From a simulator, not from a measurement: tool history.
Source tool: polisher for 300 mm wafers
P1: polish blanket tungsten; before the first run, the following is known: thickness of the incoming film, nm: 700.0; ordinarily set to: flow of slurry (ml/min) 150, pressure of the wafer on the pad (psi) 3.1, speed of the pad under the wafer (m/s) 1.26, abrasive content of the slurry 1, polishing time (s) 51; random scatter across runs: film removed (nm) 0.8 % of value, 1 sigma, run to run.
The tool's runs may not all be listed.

| run | hour | flow of slurry (ml/min) | pressure of the wafer on the pad (psi) | speed of the pad under the wafer (m/s) | abrasive content of the slurry | polishing time (s) | wafers polished on this pad | hours since the slurry nozzle was cleaned | hours since the head pressure was calibrated | hours since the slurry blender was calibrated | hours since the slurry got fresh peroxide | film removed (nm) |
|---|---|---|---|---|---|---|---|---|---|---|---|---|
| 1 | 13.5 | 150 | 3.1 | 1.26 | 1 | 51 | 820 | 578.6 | 160.7 | 206.8 | 86.5 | 287.18 |
| 2 | 24.4 | 150 | 3.1 | 1.26 | 1 | 81 | 906 | 589.5 | 171.6 | 217.7 | 97.4 | 450.69 |
| 3 | 34 | 150 | 3.1 | 0.56 | 1 | 51 | 982 | 599.1 | 181.2 | 227.3 | 107 | 127.43 |
| 4 | 46.5 | 150 | 3.1 | 1.26 | 1 | 51 | 1081 | 611.6 | 193.7 | 239.8 | 119.5 | 283.83 |
| 5 | 60.1 | 90 | 3.1 | 1.26 | 1 | 51 | 1188 | 625.2 | 207.3 | 253.4 | 133.1 | 253.91 |
| 6 | 68.7 | 150 | 4.9 | 1.26 | 1 | 51 | 1256 | 633.8 | 215.9 | 262 | 141.7 | 454.02 |
| 7 | 81.4 | 150 | 3.1 | 1.26 | 0.6 | 51 | 1356 | 646.5 | 228.6 | 274.7 | 154.4 | 255.67 |
| 8 | 90.7 | 150 | 3.1 | 1.26 | 1 | 51 | 1430 | 655.8 | 237.9 | 284 | 163.7 | 286.31 |
| 9 | 99.8 | 150 | 3.1 | 1.26 | 1 | 51 | 1501 | 664.9 | 247 | 293.1 | 172.8 | 284.78 |
| 10 | 113.4 | 150 | 1.4 | 1.26 | 1 | 51 | 1609 | 678.5 | 260.6 | 306.7 | 186.4 | 129.86 |
| 11 | 124 | 150 | 3.1 | 1.72 | 1 | 51 | 1693 | 689.1 | 271.2 | 317.3 | 197 | 386.33 |
| 12 | 138.6 | 225 | 1.7 | 1.26 | 1 | 51 | 1808 | 703.7 | 285.8 | 331.9 | 211.6 | 167.32 |
| 13 | 149.2 | 150 | 3.1 | 1.26 | 1.35 | 51 | 1892 | 714.3 | 296.4 | 342.5 | 222.2 | 305.53 |
| 14 | 159 | 200 | 2.2 | 1.26 | 1 | 51 | 1969 | 724.1 | 306.2 | 352.3 | 232 | 215.36 |
| 15 | 173.1 | 150 | 3.1 | 1.26 | 1 | 51 | 2080 | 738.2 | 320.3 | 366.4 | 246.1 | 281.83 |
| 16 | 183.8 | 150 | 2.4 | 1.82 | 1 | 51 | 2165 | 748.9 | 331 | 377.1 | 256.8 | 319.81 |
| 17 | 197.7 | 150 | 3.1 | 1.26 | 1 | 51 | 2275 | 762.8 | 344.9 | 391 | 270.7 | 282.37 |
| 18 | 212.5 | 150 | 3.1 | 1.26 | 1 | 24 | 2391 | 777.6 | 359.7 | 405.8 | 285.5 | 135.66 |
| 19 | 221 | 220 | 3.1 | 1.26 | 1 | 51 | 2459 | 786.1 | 368.2 | 414.3 | 294 | 300.98 |
| 20 | 230.5 | 150 | 3.1 | 1.26 | 1 | 51 | 2534 | 795.6 | 377.7 | 423.8 | 303.5 | 282.61 |
| 21 | 245.1 | 150 | 3.1 | 1.26 | 1 | 51 | 2649 | 810.2 | 392.3 | 438.4 | 318.1 | 275.63 |
| 22 | 257 | 150 | 3.1 | 1.26 | 1 | 51 | 2743 | 822.1 | 404.2 | 450.3 | 330 | 275.62 |
| 23 | 267.1 | 150 | 3.1 | 1.26 | 1 | 51 | 2823 | 832.2 | 414.3 | 460.4 | 340.1 | 272.54 |
|  | 271.5 | worn pad replaced by a new one |
|  | 279.8 | slurry tank refilled with fresh slurry and peroxide |
| 24 | 281.2 | 150 | 3.1 | 1.26 | 1 | 51 | 77 | 846.3 | 428.4 | 474.5 | 1.4 | 267.37 |
| 25 | 295.3 | 150 | 3.1 | 1.26 | 1 | 51 | 188 | 860.4 | 442.5 | 488.6 | 15.5 | 265.39 |
| 26 | 308.8 | 150 | 3.1 | 1.26 | 1 | 51 | 295 | 873.9 | 456 | 502.1 | 29 | 268.61 |
|  | 312.4 | head pressure recalibrated |
| 27 | 318.3 | 150 | 3.1 | 1.26 | 1 | 51 | 370 | 883.4 | 5.9 | 511.6 | 38.5 | 263.89 |
| 28 | 329.2 | 150 | 3.1 | 1.26 | 1 | 51 | 456 | 894.3 | 16.8 | 522.5 | 49.4 | 259.02 |
| 29 | 345.1 | 150 | 3.1 | 1.26 | 1 | 51 | 581 | 910.2 | 32.7 | 538.4 | 65.3 | 259.41 |

Compared with where it was, what P1 gives has crept away. Each cause listed below fits the log as well as the rest, at the size given for it:
A: abrasive missing from the slurry, % = 31.3
B: slurry flow missing at the pad, % = 33.8
At approximately hour 230.5, the process output began to creep.
What rules out each remaining cause:
removal rate lost through wear of the pad, %: was serviced at hour 271.5, once the creep was under way, yet the earlier output never came back
head's pressure below its setpoint, %: was serviced at hour 312.4, once the creep was under way, yet the earlier output never came back
peroxide lost from the slurry, %: was serviced at hour 279.8, once the creep was under way, yet the earlier output never came back

You are offered 4 check runs, listed below with question marks in place of their results; each one averages 2 wafers. Which run separates the listed causes by giving clearly different results for each?
| check 1 | 361 | 150 | 3.1 | 1.7 | 1 | 80 |  |  |  |  |  | ? |
| check 2 | 361 | 90 | 3.1 | 0.74 | 1 | 51 |  |  |  |  |  | ? |
| check 3 | 361 | 150 | 3.1 | 1.26 | 0.75 | 51 |  |  |  |  |  | ? |
| check 4 | 361 | 150 | 4.7 | 1.26 | 1 | 26 |  |  |  |  |  | ? |

Check results expected under each cause:
| check | result | if A | if B |
|---|---|---|---|
| check 1 | film removed (nm) | 553.78 | 553.67 |
| check 2 | film removed (nm) | 137.2 | 130.63 |
| check 3 | film removed (nm) | 245.32 | 244.64 |
| check 4 | film removed (nm) | 202.25 | 202.2 |
How far apart the two closest causes lie, in the result that separates them most: check 1 0.02 %; check 2 4.91 %; check 3 0.28 %; check 4 0.02 %
Only check 2 tells the causes apart: in the others they would give nearly the same result.

After running check 2, the following was obtained: film removed (nm) 129.93. Which cause does this point to?

It was cause B: slurry flow missing at the pad, %.
